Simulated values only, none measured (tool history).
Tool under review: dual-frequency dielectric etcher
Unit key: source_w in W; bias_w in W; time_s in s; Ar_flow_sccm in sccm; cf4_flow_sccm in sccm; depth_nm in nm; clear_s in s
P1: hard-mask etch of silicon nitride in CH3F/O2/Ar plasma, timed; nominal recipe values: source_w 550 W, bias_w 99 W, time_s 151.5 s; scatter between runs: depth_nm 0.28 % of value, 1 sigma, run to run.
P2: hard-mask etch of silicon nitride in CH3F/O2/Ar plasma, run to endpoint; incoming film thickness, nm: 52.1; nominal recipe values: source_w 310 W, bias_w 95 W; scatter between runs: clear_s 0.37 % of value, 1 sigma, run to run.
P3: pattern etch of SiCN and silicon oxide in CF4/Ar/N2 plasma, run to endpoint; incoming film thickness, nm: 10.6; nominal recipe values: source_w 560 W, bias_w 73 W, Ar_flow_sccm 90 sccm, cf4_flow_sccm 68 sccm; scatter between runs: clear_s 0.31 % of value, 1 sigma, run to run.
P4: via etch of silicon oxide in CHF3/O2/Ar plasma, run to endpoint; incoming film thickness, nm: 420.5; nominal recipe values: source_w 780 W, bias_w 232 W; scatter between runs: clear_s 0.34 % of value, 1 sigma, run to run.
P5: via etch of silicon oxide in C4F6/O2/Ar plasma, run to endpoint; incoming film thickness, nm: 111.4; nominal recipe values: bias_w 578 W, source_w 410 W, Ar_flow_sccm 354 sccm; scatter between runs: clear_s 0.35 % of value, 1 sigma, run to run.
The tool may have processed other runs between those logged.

run	day	process	source_w	bias_w	time_s	Ar_flow_sccm	cf4_flow_sccm	hours since the last wet clean	hours since the last source power generator calibration	hours since the last bias power generator calibration	depth_nm	clear_s
1	0.162	P1	550	99	151.5			241.0	892.4	866.7	139.520	
2	0.379	P1	550	99	204.5			246.2	897.6	871.9	187.270	
3	0.546	P5	410	578		354		250.2	901.6	875.9		24.4890
4	0.750	P2	440	95				255.1	906.5	880.8		66.3580
5	0.946	P2	310	95				259.8	911.2	885.5		75.3760
6	1.154	P5	410	578		354		264.8	916.2	890.5		24.4240
7	1.338	P4	780	232				269.2	920.6	894.9		179.2200
8	1.529	P2	310	95				273.8	925.2	899.5		75.5720
9	1.629	P2	310	117				276.2	927.6	901.9		70.3440
10	1.788	P1	380	99	151.5			280.0	931.4	905.7	120.210	
11	1.988	P1	550	99	151.5			284.8	936.2	910.5	139.000	
12	2.100	P3	560	46		90	68	287.5	938.9	913.2		11.0410
13	2.250	P1	550	99	151.5			291.1	942.5	916.8	138.070	
14	2.404	P1	430	79	151.5			294.8	946.2	920.5	117.000	
15	2.579	P1	550	99	101.5			299.0	950.4	924.7	92.648	
16	2.775	P3	450	73		90	68	303.7	955.1	929.4		11.6110
17	2.892	P4	780	159				306.5	957.9	932.2		205.2500
18	2.992	P1	550	74	151.5			308.9	960.3	934.6	125.470	
19	3.133	P1	700	99	151.5			312.3	963.7	938.0	151.230	
20	3.225	P1	550	99	151.5			314.5	965.9	940.2	138.470	
# day 3.312: bias power generator calibrated
21	3.333	P1	550	137	151.5			317.1	968.5	0.5	156.690	
22	3.500	P1	550	99	151.5			321.1	972.5	4.5	138.600	
23	3.625	P1	760	99	88.0			324.1	975.5	7.5	90.733	
24	3.817	P5	410	346		354		328.7	980.1	12.1		29.5890
25	4.025	P1	550	99	151.5			333.7	985.1	17.1	138.790	
26	4.179	P3	560	73		107	68	337.4	988.8	20.8		9.8600
27	4.317	P3	560	73		90	68	340.7	992.1	24.1		9.5914
28	4.525	P3	560	73		90	49	345.7	997.1	29.1		10.0850
29	4.658	P5	330	578		354		348.9	1000.3	32.3		26.3690
30	4.804	P5	410	578		462		352.4	1003.8	35.8		25.2940
31	4.942	P1	340	99	196.5			355.7	1007.1	39.1	150.250	
32	5.088	P1	550	99	151.5			359.2	1010.6	42.6	138.310	
33	5.258	P4	500	232				363.3	1014.7	46.7		212.4900
34	5.404	P1	550	99	151.5			366.8	1018.2	50.2	139.040	
35	5.550	P1	550	99	151.5			370.3	1021.7	53.7	138.040	
36	5.729	P1	550	99	151.5			374.6	1026.0	58.0	137.160	
37	5.867	P1	550	99	151.5			377.9	1029.3	61.3	136.820	
38	6.083	P1	550	99	151.5			383.1	1034.5	66.5	136.930	
# day 6.225: wet clean of the chamber
39	6.275	P1	550	99	151.5			1.2	1039.1	71.1	136.450	
40	6.417	P1	550	99	151.5			4.6	1042.5	74.5	136.980	
41	6.538	P1	550	99	151.5			7.5	1045.4	77.4	135.940	

Compared with where it was, what P1 gives has crept away. Each cause listed below fits the log as well as the rest, at the size given for it:
A: bias power that arrives under what is set, % = 3.87
B: source power that arrives under what is set, % = 3.69
At approximately day 5.404, the process output began to creep.
Other possible causes, and why each is ruled out:
chamber walls in a state that lowers the etch rate, %: serviced at day 6.225, after the change had begun; the process did not return to its earlier output

Of the 4 check runs below, each run on 2 wafers with the results averaged and each result still a question mark, which one would tell the listed causes apart?
check 1	6.658	P5	410	578		354						?
check 2	6.658	P2	310	95								?
check 3	6.658	P4	780	232								?
check 4	6.658	P3	560	73		90	68					?

What each check would give under each cause:
check	result	if A	if B
check 1	clear_s	24.8100	24.7800
check 2	clear_s	76.6820	76.6370
check 3	clear_s	182.4700	182.5700
check 4	clear_s	9.7072	9.9068
Minimum pairwise separation of causes per check, each pair taken at its best-separating result: check 1 0.12 %; check 2 0.06 %; check 3 0.06 %; check 4 2.03 %
Only in check 4 would the causes give clearly different results; in the remaining checks their results would be nearly the same.

Check 4 was then run and gave: clear_s 9.9144 s. Which cause is it?

It is B: source power that arrives under what is set, %.
